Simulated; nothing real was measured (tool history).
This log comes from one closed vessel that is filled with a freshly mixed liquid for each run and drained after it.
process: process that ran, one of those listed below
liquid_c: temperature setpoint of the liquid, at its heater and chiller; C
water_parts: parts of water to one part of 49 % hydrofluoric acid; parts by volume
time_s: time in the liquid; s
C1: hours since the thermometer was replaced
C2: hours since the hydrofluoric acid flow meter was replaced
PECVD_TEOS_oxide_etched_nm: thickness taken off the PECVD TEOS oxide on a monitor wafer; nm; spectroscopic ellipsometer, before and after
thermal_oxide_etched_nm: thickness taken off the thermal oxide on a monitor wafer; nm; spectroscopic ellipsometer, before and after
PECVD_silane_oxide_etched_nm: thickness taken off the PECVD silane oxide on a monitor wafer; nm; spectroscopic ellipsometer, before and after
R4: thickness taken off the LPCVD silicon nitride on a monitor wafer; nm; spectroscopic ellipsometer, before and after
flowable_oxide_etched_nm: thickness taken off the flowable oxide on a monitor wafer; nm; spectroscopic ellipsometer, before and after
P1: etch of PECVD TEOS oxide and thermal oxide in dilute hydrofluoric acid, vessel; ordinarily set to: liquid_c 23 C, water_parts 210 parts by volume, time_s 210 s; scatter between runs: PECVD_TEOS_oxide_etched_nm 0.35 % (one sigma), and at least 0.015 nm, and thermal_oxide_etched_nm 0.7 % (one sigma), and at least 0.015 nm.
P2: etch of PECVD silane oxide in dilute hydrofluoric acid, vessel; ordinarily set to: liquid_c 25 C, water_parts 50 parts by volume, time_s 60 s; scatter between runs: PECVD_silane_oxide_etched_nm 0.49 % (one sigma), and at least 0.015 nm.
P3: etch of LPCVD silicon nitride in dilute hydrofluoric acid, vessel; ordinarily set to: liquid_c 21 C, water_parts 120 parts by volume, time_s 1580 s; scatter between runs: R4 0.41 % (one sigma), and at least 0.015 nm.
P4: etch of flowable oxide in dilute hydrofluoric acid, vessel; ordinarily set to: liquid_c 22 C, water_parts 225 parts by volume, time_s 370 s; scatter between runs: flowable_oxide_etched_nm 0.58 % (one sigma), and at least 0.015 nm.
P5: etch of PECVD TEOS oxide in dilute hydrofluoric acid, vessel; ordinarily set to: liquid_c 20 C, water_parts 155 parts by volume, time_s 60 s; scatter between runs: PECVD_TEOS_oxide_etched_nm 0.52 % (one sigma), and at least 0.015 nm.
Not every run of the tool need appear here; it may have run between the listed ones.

{"run": 1, "hour": 4.6, "process": "P1", "liquid_c": 23, "water_parts": 210, "time_s": 210, "C1": 384.3, "C2": 229.3, "PECVD_TEOS_oxide_etched_nm": 9.3175, "thermal_oxide_etched_nm": 3.9493}
{"run": 2, "hour": 9.2, "process": "P2", "liquid_c": 25, "water_parts": 50, "time_s": 60, "C1": 388.9, "C2": 233.9, "PECVD_silane_oxide_etched_nm": 33.287}
{"run": 3, "hour": 15.2, "process": "P3", "liquid_c": 21, "water_parts": 25, "time_s": 1580, "C1": 394.9, "C2": 239.9, "R4": 23.29}
{"run": 4, "hour": 21.6, "process": "P3", "liquid_c": 25, "water_parts": 120, "time_s": 1580, "C1": 401.3, "C2": 246.3, "R4": 6.5792}
{"run": 5, "hour": 29.3, "process": "P2", "liquid_c": 25, "water_parts": 50, "time_s": 110, "C1": 409, "C2": 254, "PECVD_silane_oxide_etched_nm": 60.592}
{"run": 6, "hour": 33.4, "process": "P5", "liquid_c": 24, "water_parts": 155, "time_s": 60, "C1": 413.1, "C2": 258.1, "PECVD_TEOS_oxide_etched_nm": 8.1355}
{"run": 7, "hour": 40.2, "process": "P3", "liquid_c": 21, "water_parts": 120, "time_s": 1580, "C1": 419.9, "C2": 264.9, "R4": 5.0732}
{"run": 8, "hour": 45.6, "process": "P3", "liquid_c": 21, "water_parts": 120, "time_s": 1580, "C1": 425.3, "C2": 270.3, "R4": 5.053}
{"run": 9, "hour": 51.7, "process": "P4", "liquid_c": 22, "water_parts": 45, "time_s": 370, "C1": 431.4, "C2": 276.4, "flowable_oxide_etched_nm": 366.69}
{"run": 10, "hour": 58.7, "process": "P1", "liquid_c": 19, "water_parts": 350, "time_s": 210, "C1": 438.4, "C2": 283.4, "PECVD_TEOS_oxide_etched_nm": 4.2486, "thermal_oxide_etched_nm": 1.8176}
{"run": 11, "hour": 67.3, "process": "P5", "liquid_c": 20, "water_parts": 155, "time_s": 60, "C1": 447, "C2": 292, "PECVD_TEOS_oxide_etched_nm": 6.9168}
{"run": 12, "hour": 73.5, "process": "P4", "liquid_c": 22, "water_parts": 225, "time_s": 705, "C1": 453.2, "C2": 298.2, "flowable_oxide_etched_nm": 115.24}
{"run": 13, "hour": 78.0, "process": "P1", "liquid_c": 23, "water_parts": 110, "time_s": 210, "C1": 457.7, "C2": 302.7, "PECVD_TEOS_oxide_etched_nm": 19.848, "thermal_oxide_etched_nm": 8.526}
{"run": 14, "hour": 84.8, "process": "P2", "liquid_c": 33, "water_parts": 50, "time_s": 60, "C1": 464.5, "C2": 309.5, "PECVD_silane_oxide_etched_nm": 45.426}
{"run": 15, "hour": 90.6, "process": "P5", "liquid_c": 20, "water_parts": 275, "time_s": 60, "C1": 470.3, "C2": 315.3, "PECVD_TEOS_oxide_etched_nm": 3.4624}
{"run": 16, "hour": 97.5, "process": "P5", "liquid_c": 20, "water_parts": 155, "time_s": 60, "C1": 477.2, "C2": 322.2, "PECVD_TEOS_oxide_etched_nm": 6.9521}
{"run": 17, "hour": 105.4, "process": "P1", "liquid_c": 23, "water_parts": 210, "time_s": 210, "C1": 485.1, "C2": 330.1, "PECVD_TEOS_oxide_etched_nm": 9.3471, "thermal_oxide_etched_nm": 4.0738}
{"run": 18, "hour": 111.8, "process": "P1", "liquid_c": 23, "water_parts": 210, "time_s": 210, "C1": 491.5, "C2": 336.5, "PECVD_TEOS_oxide_etched_nm": 9.3293, "thermal_oxide_etched_nm": 3.9754}
{"run": 19, "hour": 120.3, "process": "P4", "liquid_c": 22, "water_parts": 225, "time_s": 370, "C1": 500, "C2": 345, "flowable_oxide_etched_nm": 60.418}
{"run": 20, "hour": 126.3, "process": "P2", "liquid_c": 25, "water_parts": 50, "time_s": 60, "C1": 506, "C2": 351, "PECVD_silane_oxide_etched_nm": 33.277}
{"run": 21, "hour": 130.7, "process": "P1", "liquid_c": 23, "water_parts": 210, "time_s": 210, "C1": 510.4, "C2": 355.4, "PECVD_TEOS_oxide_etched_nm": 9.3386, "thermal_oxide_etched_nm": 3.9948}
{"run": 22, "hour": 134.8, "process": "P1", "liquid_c": 23, "water_parts": 210, "time_s": 210, "C1": 514.5, "C2": 359.5, "PECVD_TEOS_oxide_etched_nm": 9.3467, "thermal_oxide_etched_nm": 3.9103}
{"run": 23, "hour": 143.7, "process": "P1", "liquid_c": 23, "water_parts": 210, "time_s": 415, "C1": 523.4, "C2": 368.4, "PECVD_TEOS_oxide_etched_nm": 18.338, "thermal_oxide_etched_nm": 7.8161}
{"run": 24, "hour": 148.9, "process": "P1", "liquid_c": 23, "water_parts": 210, "time_s": 210, "C1": 528.6, "C2": 373.6, "PECVD_TEOS_oxide_etched_nm": 9.3071, "thermal_oxide_etched_nm": 3.9732}
{"run": 25, "hour": 157.3, "process": "P4", "liquid_c": 17, "water_parts": 225, "time_s": 370, "C1": 537, "C2": 382, "flowable_oxide_etched_nm": 49.512}
{"run": 26, "hour": 166.3, "process": "P1", "liquid_c": 23, "water_parts": 380, "time_s": 210, "C1": 546, "C2": 391, "PECVD_TEOS_oxide_etched_nm": 4.369, "thermal_oxide_etched_nm": 1.8795}
{"run": 27, "hour": 170.8, "process": "P1", "liquid_c": 23, "water_parts": 210, "time_s": 90, "C1": 550.5, "C2": 395.5, "PECVD_TEOS_oxide_etched_nm": 3.9888, "thermal_oxide_etched_nm": 1.6689}
{"run": 28, "hour": 177.3, "process": "P1", "liquid_c": 18, "water_parts": 210, "time_s": 210, "C1": 557, "C2": 402, "PECVD_TEOS_oxide_etched_nm": 7.7006, "thermal_oxide_etched_nm": 3.2675}
{"run": 29, "hour": 182.3, "process": "P1", "liquid_c": 28, "water_parts": 210, "time_s": 210, "C1": 562, "C2": 407, "PECVD_TEOS_oxide_etched_nm": 11.198, "thermal_oxide_etched_nm": 4.8103}
{"run": 30, "hour": 190.1, "process": "P2", "liquid_c": 25, "water_parts": 90, "time_s": 60, "C1": 569.8, "C2": 414.8, "PECVD_silane_oxide_etched_nm": 17.475}
{"run": 31, "hour": 198.3, "process": "P3", "liquid_c": 21, "water_parts": 120, "time_s": 650, "C1": 578, "C2": 423, "R4": 2.0918}
{"run": 32, "hour": 203.9, "process": "P4", "liquid_c": 22, "water_parts": 225, "time_s": 370, "C1": 583.6, "C2": 428.6, "flowable_oxide_etched_nm": 60.159}
{"run": 33, "hour": 210.6, "process": "P1", "liquid_c": 29.5, "water_parts": 125, "time_s": 210, "C1": 590.3, "C2": 435.3, "PECVD_TEOS_oxide_etched_nm": 22.028, "thermal_oxide_etched_nm": 9.4736}
{"run": 34, "hour": 215.0, "process": "P5", "liquid_c": 20, "water_parts": 155, "time_s": 30, "C1": 594.7, "C2": 439.7, "PECVD_TEOS_oxide_etched_nm": 3.4671}
{"run": 35, "hour": 222.5, "process": "P1", "liquid_c": 23, "water_parts": 210, "time_s": 210, "C1": 602.2, "C2": 447.2, "PECVD_TEOS_oxide_etched_nm": 9.3292, "thermal_oxide_etched_nm": 3.9558}
{"run": 36, "hour": 231.5, "process": "P1", "liquid_c": 23, "water_parts": 210, "time_s": 210, "C1": 611.2, "C2": 456.2, "PECVD_TEOS_oxide_etched_nm": 8.9284, "thermal_oxide_etched_nm": 3.8217}
{"run": 37, "hour": 236.2, "process": "P1", "liquid_c": 23, "water_parts": 210, "time_s": 210, "C1": 615.9, "C2": 460.9, "PECVD_TEOS_oxide_etched_nm": 8.7446, "thermal_oxide_etched_nm": 3.7854}
{"run": 38, "hour": 245.0, "process": "P1", "liquid_c": 23, "water_parts": 210, "time_s": 210, "C1": 624.7, "C2": 469.7, "PECVD_TEOS_oxide_etched_nm": 8.6832, "thermal_oxide_etched_nm": 3.7122}
{"run": 39, "hour": 253.2, "process": "P1", "liquid_c": 23, "water_parts": 210, "time_s": 210, "C1": 632.9, "C2": 477.9, "PECVD_TEOS_oxide_etched_nm": 8.6371, "thermal_oxide_etched_nm": 3.6629}
{"run": 40, "hour": 259.2, "process": "P1", "liquid_c": 23, "water_parts": 210, "time_s": 210, "C1": 638.9, "C2": 483.9, "PECVD_TEOS_oxide_etched_nm": 8.6006, "thermal_oxide_etched_nm": 3.7296}
{"run": 41, "hour": 263.5, "process": "P1", "liquid_c": 23, "water_parts": 210, "time_s": 210, "C1": 643.2, "C2": 488.2, "PECVD_TEOS_oxide_etched_nm": 8.5777, "thermal_oxide_etched_nm": 3.7058}
{"run": 42, "hour": 271.3, "process": "P1", "liquid_c": 23, "water_parts": 210, "time_s": 210, "C1": 651, "C2": 496, "PECVD_TEOS_oxide_etched_nm": 8.6309, "thermal_oxide_etched_nm": 3.6841}

P1 has crept away from where it was. The log is fitted equally well by each of these 2 causes, at the sizes shown:
A: hydrofluoric acid flow below the setpoint (%) = 6.44
B: liquid colder than its thermometer reads (K) = 2.17
Onset of the creep was near hour 222.5.

The check runs listed below each take one wafer, and their results are still question marks. Under which run would the listed causes lead to clearly different results?
{"run": "check 1", "hour": 279.1, "process": "P2", "liquid_c": 25, "water_parts": 90, "time_s": 60, "PECVD_silane_oxide_etched_nm": "?"}
{"run": "check 2", "hour": 279.1, "process": "P4", "liquid_c": 18, "water_parts": 135, "time_s": 370, "flowable_oxide_etched_nm": "?"}
{"run": "check 3", "hour": 279.1, "process": "P5", "liquid_c": 20, "water_parts": 275, "time_s": 60, "PECVD_TEOS_oxide_etched_nm": "?"}
{"run": "check 4", "hour": 279.1, "process": "P3", "liquid_c": 21, "water_parts": 50, "time_s": 1580, "R4": "?"}

What each check would give under each cause:
check=check_1 result=PECVD_silane_oxide_etched_nm if_A=16.233 if_B=16.035
check=check_2 result=flowable_oxide_etched_nm if_A=86.896 if_B=85.698
check=check_3 result=PECVD_TEOS_oxide_etched_nm if_A=3.1932 if_B=3.2007
check=check_4 result=R4 if_A=11.151 if_B=10.232
Separation of the two closest causes in each check, using whichever result separates them best: check 1 1.23 %; check 2 1.39 %; check 3 0.23 %; check 4 8.6 %
Only check 4 tells the causes apart: in the others they would give nearly the same result.

Then check 4 was run and gave: R4 10.278 nm. Which cause is it?

The correct cause is B, namely: liquid colder than its thermometer reads (K).

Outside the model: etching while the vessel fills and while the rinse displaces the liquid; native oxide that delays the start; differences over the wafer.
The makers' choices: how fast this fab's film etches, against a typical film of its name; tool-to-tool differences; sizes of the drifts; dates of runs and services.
